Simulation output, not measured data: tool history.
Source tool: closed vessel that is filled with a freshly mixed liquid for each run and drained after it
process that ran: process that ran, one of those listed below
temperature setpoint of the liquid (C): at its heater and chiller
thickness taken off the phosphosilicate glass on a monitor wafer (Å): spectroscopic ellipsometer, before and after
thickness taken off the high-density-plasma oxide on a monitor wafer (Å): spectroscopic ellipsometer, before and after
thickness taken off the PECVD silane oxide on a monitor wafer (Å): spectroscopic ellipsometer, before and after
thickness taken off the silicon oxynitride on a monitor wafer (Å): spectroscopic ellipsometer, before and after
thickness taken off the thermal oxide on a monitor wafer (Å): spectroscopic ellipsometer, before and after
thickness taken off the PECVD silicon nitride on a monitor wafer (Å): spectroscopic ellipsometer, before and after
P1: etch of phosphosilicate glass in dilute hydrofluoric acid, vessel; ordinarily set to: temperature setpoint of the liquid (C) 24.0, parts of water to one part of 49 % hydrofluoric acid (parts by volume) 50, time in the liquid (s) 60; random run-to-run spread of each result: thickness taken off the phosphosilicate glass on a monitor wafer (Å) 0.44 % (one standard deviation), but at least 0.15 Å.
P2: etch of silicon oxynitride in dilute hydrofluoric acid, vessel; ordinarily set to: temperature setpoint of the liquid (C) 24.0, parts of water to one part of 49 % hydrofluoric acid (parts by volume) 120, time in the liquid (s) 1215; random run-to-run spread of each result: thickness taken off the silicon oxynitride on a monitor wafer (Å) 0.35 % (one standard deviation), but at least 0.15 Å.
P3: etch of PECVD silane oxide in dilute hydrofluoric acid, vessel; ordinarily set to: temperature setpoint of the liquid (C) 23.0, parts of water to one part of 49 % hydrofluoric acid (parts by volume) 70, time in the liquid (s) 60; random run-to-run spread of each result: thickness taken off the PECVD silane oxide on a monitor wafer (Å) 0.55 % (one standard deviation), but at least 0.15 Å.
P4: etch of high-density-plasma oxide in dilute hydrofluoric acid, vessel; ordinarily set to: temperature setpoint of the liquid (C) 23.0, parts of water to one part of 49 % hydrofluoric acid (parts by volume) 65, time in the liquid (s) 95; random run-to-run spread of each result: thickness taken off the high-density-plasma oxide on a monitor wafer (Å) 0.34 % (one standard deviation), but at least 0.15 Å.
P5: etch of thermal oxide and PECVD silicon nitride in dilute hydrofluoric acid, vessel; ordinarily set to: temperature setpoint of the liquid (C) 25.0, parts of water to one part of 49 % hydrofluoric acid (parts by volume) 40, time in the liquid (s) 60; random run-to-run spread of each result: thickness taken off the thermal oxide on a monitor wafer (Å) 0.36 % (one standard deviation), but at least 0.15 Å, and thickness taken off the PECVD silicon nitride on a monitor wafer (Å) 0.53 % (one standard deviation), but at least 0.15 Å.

| run | hour | process that ran | temperature setpoint of the liquid (C) | parts of water to one part of 49 % hydrofluoric acid (parts by volume) | time in the liquid (s) | hours since the thermometer was replaced | hours since the hydrofluoric acid flow meter was replaced | thickness taken off the phosphosilicate glass on a monitor wafer (Å) | thickness taken off the high-density-plasma oxide on a monitor wafer (Å) | thickness taken off the PECVD silane oxide on a monitor wafer (Å) | thickness taken off the silicon oxynitride on a monitor wafer (Å) | thickness taken off the thermal oxide on a monitor wafer (Å) | thickness taken off the PECVD silicon nitride on a monitor wafer (Å) |
|---|---|---|---|---|---|---|---|---|---|---|---|---|---|
| 1 | 12.9 | P1 | 24.0 | 50 | 60 | 1854.5 | 470.4 | 759.66 |  |  |  |  |  |
| 2 | 24.8 | P4 | 23.0 | 95 | 95 | 1866.4 | 482.3 |  | 50.254 |  |  |  |  |
| 3 | 37.3 | P3 | 23.0 | 70 | 60 | 1878.9 | 494.8 |  |  | 203.24 |  |  |  |
| 4 | 46.8 | P2 | 24.0 | 120 | 1215 | 1888.4 | 504.3 |  |  |  | 144.840 |  |  |
| 5 | 56.3 | P5 | 25.0 | 20 | 60 | 1897.9 | 513.8 |  |  |  |  | 157.700 | 134.510 |
| 6 | 65.2 | P5 | 25.0 | 40 | 60 | 1906.8 | 522.7 |  |  |  |  | 76.617 | 68.114 |
| 7 | 72.4 | P2 | 24.0 | 75 | 1215 | 1914.0 | 529.9 |  |  |  | 240.960 |  |  |
| 8 | 87.1 | P3 | 17.0 | 70 | 60 | 1928.7 | 544.6 |  |  | 157.59 |  |  |  |
| 9 | 102.1 | P1 | 24.0 | 50 | 100 | 1943.7 | 559.6 | 1251.90 |  |  |  |  |  |
| 10 | 109.6 | P1 | 30.5 | 50 | 60 | 1951.2 | 567.1 | 982.95 |  |  |  |  |  |
| 11 | 119.5 | P1 | 24.0 | 90 | 60 | 1961.1 | 577.0 | 400.63 |  |  |  |  |  |
| 12 | 132.2 | P3 | 23.0 | 70 | 30 | 1973.8 | 589.7 |  |  | 101.25 |  |  |  |
| 13 | 139.1 | P1 | 24.0 | 50 | 60 | 1980.7 | 596.6 | 751.01 |  |  |  |  |  |
| 14 | 148.2 | P1 | 24.0 | 50 | 30 | 1989.8 | 605.7 | 378.51 |  |  |  |  |  |
| 15 | 163.2 | P2 | 24.0 | 120 | 230 | 2004.8 | 620.7 |  |  |  | 27.758 |  |  |
| 16 | 174.3 | P5 | 25.0 | 40 | 100 | 2015.9 | 631.8 |  |  |  |  | 128.860 | 114.470 |
| 17 | 184.0 | P1 | 24.0 | 20 | 60 | 2025.6 | 641.5 | 1973.70 |  |  |  |  |  |
| 18 | 199.0 | P1 | 17.0 | 50 | 60 | 2040.6 | 656.5 | 567.17 |  |  |  |  |  |
| 19 | 211.3 | P1 | 24.0 | 50 | 60 | 2052.9 | 668.8 | 759.60 |  |  |  |  |  |
| 20 | 225.3 | P3 | 23.0 | 35 | 60 | 2066.9 | 682.8 |  |  | 425.14 |  |  |  |
| 21 | 239.0 | P1 | 24.0 | 50 | 60 | 2080.6 | 696.5 | 754.88 |  |  |  |  |  |
| 22 | 247.0 | P1 | 24.0 | 50 | 60 | 2088.6 | 704.5 | 754.47 |  |  |  |  |  |
| 23 | 260.2 | P4 | 23.0 | 65 | 95 | 2101.8 | 717.7 |  | 75.724 |  |  |  |  |
| 24 | 269.1 | P5 | 20.5 | 40 | 60 | 2110.7 | 726.6 |  |  |  |  | 63.992 | 49.463 |
| 25 | 276.5 | P1 | 24.0 | 50 | 60 | 2118.1 | 734.0 | 758.16 |  |  |  |  |  |
| 26 | 292.5 | P4 | 31.0 | 65 | 95 | 2134.1 | 750.0 |  | 104.100 |  |  |  |  |
| 27 | 304.5 | P1 | 24.0 | 30 | 105 | 2146.1 | 762.0 | 2257.40 |  |  |  |  |  |
| 28 | 313.6 | P4 | 23.0 | 65 | 95 | 2155.2 | 771.1 |  | 75.897 |  |  |  |  |
| 29 | 324.7 | P2 | 20.0 | 120 | 1215 | 2166.3 | 782.2 |  |  |  | 120.500 |  |  |
| 30 | 338.9 | P4 | 23.0 | 65 | 150 | 2180.5 | 796.4 |  | 120.400 |  |  |  |  |
| 31 | 346.8 | P1 | 24.0 | 50 | 60 | 2188.4 | 804.3 | 761.95 |  |  |  |  |  |
| 32 | 355.3 | P1 | 24.0 | 50 | 60 | 2196.9 | 812.8 | 773.36 |  |  |  |  |  |
| 33 | 368.3 | P1 | 24.0 | 50 | 60 | 2209.9 | 825.8 | 799.24 |  |  |  |  |  |
| 34 | 375.2 | P1 | 24.0 | 50 | 60 | 2216.8 | 832.7 | 799.54 |  |  |  |  |  |
| 35 | 384.4 | P1 | 24.0 | 50 | 60 | 2226.0 | 841.9 | 797.22 |  |  |  |  |  |
| 36 | 393.9 | P1 | 24.0 | 50 | 60 | 2235.5 | 851.4 | 803.29 |  |  |  |  |  |
| 37 | 402.5 | P1 | 24.0 | 50 | 60 | 2244.1 | 860.0 | 812.95 |  |  |  |  |  |
| 38 | 418.5 | P1 | 24.0 | 50 | 60 | 2260.1 | 876.0 | 811.58 |  |  |  |  |  |
| 39 | 432.7 | P1 | 24.0 | 50 | 60 | 2274.3 | 890.2 | 809.60 |  |  |  |  |  |
| 40 | 448.5 | P1 | 24.0 | 50 | 60 | 2290.1 | 906.0 | 820.49 |  |  |  |  |  |
| 41 | 457.0 | P1 | 24.0 | 50 | 60 | 2298.6 | 914.5 | 816.73 |  |  |  |  |  |

P1 no longer gives what it gave before; its output has crept away from where it was. The following 2 causes, each at its listed size, fit the log equally well:
A: liquid hotter than its thermometer reads (K) = 1.84
B: hydrofluoric acid flow above the setpoint (%) = 7.28
The drift started at roughly hour 346.8.

Below are 4 check runs, each on a single wafer, with their results shown as question marks. Which of them would tell the listed causes apart, meaning the causes would give clearly different results under it?
| check 1 | 465.5 | P5 | 25.0 | 40 | 60 |  |  |  |  |  |  | ? | ? |
| check 2 | 465.5 | P3 | 23.0 | 70 | 60 |  |  |  |  | ? |  |  |  |
| check 3 | 465.5 | P2 | 24.0 | 120 | 1215 |  |  |  |  |  | ? |  |  |
| check 4 | 465.5 | P4 | 23.0 | 65 | 95 |  |  |  | ? |  |  |  |  |

Check results expected under each cause:
| check | result | if A | if B |
|---|---|---|---|
| check 1 | thickness taken off the thermal oxide on a monitor wafer (Å) | 82.958 | 82.847 |
| check 1 | thickness taken off the PECVD silicon nitride on a monitor wafer (Å) | 77.345 | 73.236 |
| check 2 | thickness taken off the PECVD silane oxide on a monitor wafer (Å) | 218.85 | 219.22 |
| check 3 | thickness taken off the silicon oxynitride on a monitor wafer (Å) | 158.080 | 156.780 |
| check 4 | thickness taken off the high-density-plasma oxide on a monitor wafer (Å) | 81.911 | 81.991 |
Per check, the gap between the least separated pair of causes, taken in the result that splits them most: check 1 5.46 %; check 2 0.17 %; check 3 0.83 %; check 4 0.1 %
Check 1 is the one run that separates the causes; every other check would come out nearly the same whichever cause is at work.

After running check 1, the following was obtained: thickness taken off the thermal oxide on a monitor wafer (Å) 82.835; thickness taken off the PECVD silicon nitride on a monitor wafer (Å) 73.315. Which cause does this point to?

It was cause B: hydrofluoric acid flow above the setpoint (%).
